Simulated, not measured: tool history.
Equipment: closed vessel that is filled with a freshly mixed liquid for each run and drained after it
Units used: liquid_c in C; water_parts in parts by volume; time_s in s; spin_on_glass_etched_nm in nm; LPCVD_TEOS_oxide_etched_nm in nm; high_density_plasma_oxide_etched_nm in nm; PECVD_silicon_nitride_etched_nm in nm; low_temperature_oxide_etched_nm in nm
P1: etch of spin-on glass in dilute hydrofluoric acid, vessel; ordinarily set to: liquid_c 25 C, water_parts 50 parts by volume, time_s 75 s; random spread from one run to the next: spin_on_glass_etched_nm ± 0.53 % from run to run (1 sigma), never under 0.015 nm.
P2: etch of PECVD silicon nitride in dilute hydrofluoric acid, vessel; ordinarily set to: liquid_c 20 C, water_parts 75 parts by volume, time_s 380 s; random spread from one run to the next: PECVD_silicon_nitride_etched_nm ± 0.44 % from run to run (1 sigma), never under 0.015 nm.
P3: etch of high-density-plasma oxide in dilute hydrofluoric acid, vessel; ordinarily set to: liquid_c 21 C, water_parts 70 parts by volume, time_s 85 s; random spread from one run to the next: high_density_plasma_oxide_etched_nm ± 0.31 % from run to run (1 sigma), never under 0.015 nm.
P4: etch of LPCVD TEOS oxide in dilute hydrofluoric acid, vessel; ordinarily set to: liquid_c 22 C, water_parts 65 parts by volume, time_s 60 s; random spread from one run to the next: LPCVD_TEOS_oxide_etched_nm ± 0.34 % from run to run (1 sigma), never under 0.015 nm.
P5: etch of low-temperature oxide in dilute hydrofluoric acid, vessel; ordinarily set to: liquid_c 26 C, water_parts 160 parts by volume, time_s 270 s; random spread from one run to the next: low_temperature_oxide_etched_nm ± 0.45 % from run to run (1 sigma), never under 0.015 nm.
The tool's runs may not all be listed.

run	hour	process	liquid_c	water_parts	time_s	hours since the thermometer was replaced	hours since the hydrofluoric acid flow meter was replaced	spin_on_glass_etched_nm	LPCVD_TEOS_oxide_etched_nm	high_density_plasma_oxide_etched_nm	PECVD_silicon_nitride_etched_nm	low_temperature_oxide_etched_nm
1	15.2	P1	25	50	75	1741.1	1285.8	35.573				
2	25.6	P4	22	90	60	1751.5	1296.2		10.425			
3	40.6	P1	25	25	75	1766.5	1311.2	73.318				
4	54.4	P1	25	50	75	1780.3	1325	35.039				
5	62	P4	22	65	60	1787.9	1332.6		14.813			
6	73.2	P4	29	65	60	1799.1	1343.8		19.603			
7	85.1	P1	25	90	75	1811	1355.7	18.455				
8	95.9	P1	25	50	40	1821.8	1366.5	18.776				
9	107	P1	25	50	115	1832.9	1377.6	54.23				
10	114.2	P3	21	35	85	1840.1	1384.8			17.143		
11	127.5	P2	20	75	595	1853.4	1398.1				14.707	
12	138.3	P4	22	65	30	1864.2	1408.9		7.4869			
13	148.3	P2	17	75	380	1874.2	1418.9				7.6313	
14	164.2	P1	32	50	75	1890.1	1434.8	46.534				
15	173.9	P3	29.5	70	85	1899.8	1444.5			11.543		
16	189	P1	21	50	75	1914.9	1459.6	30.129				
17	197.6	P3	21	70	145	1923.5	1468.2			13.99		
18	208.6	P4	22	65	60	1934.5	1479.2		14.87			
19	221.4	P1	25	50	75	1947.3	1492	35.281				
20	234	P5	26	160	430	1959.9	1504.6					59.518
21	246.3	P5	26	160	270	1972.2	1516.9					37.145
# hour 257.3: hydrofluoric acid flow meter replaced
22	259.2	P5	26	25	270	1985.1	1.9					283.81
23	267	P1	29	30	75	1992.9	9.7	70.82				
24	275	P2	20	20	380	2000.9	17.7				33.845	
25	288.6	P3	21	70	85	2014.5	31.3			8.2673		
26	297	P2	20	75	380	2022.9	39.7				9.4498	
27	306.4	P1	25	50	75	2032.3	49.1	35.013				
28	319.2	P1	25	50	75	2045.1	61.9	34.925				
29	334.7	P5	31	160	270	2060.6	77.4					44.819
30	344.4	P1	25	50	75	2070.3	87.1	35.282				
31	360.1	P1	25	50	75	2086	102.8	34.285				
32	369.9	P1	25	50	75	2095.8	112.6	33.277				
33	382	P1	25	50	75	2107.9	124.7	33.09				

Run 34 comes next. What will it give?
34	392.9	P1	25	50	75	2118.8	135.6	?				

For run 34 the tool returned spin_on_glass_etched_nm 32.451 nm.
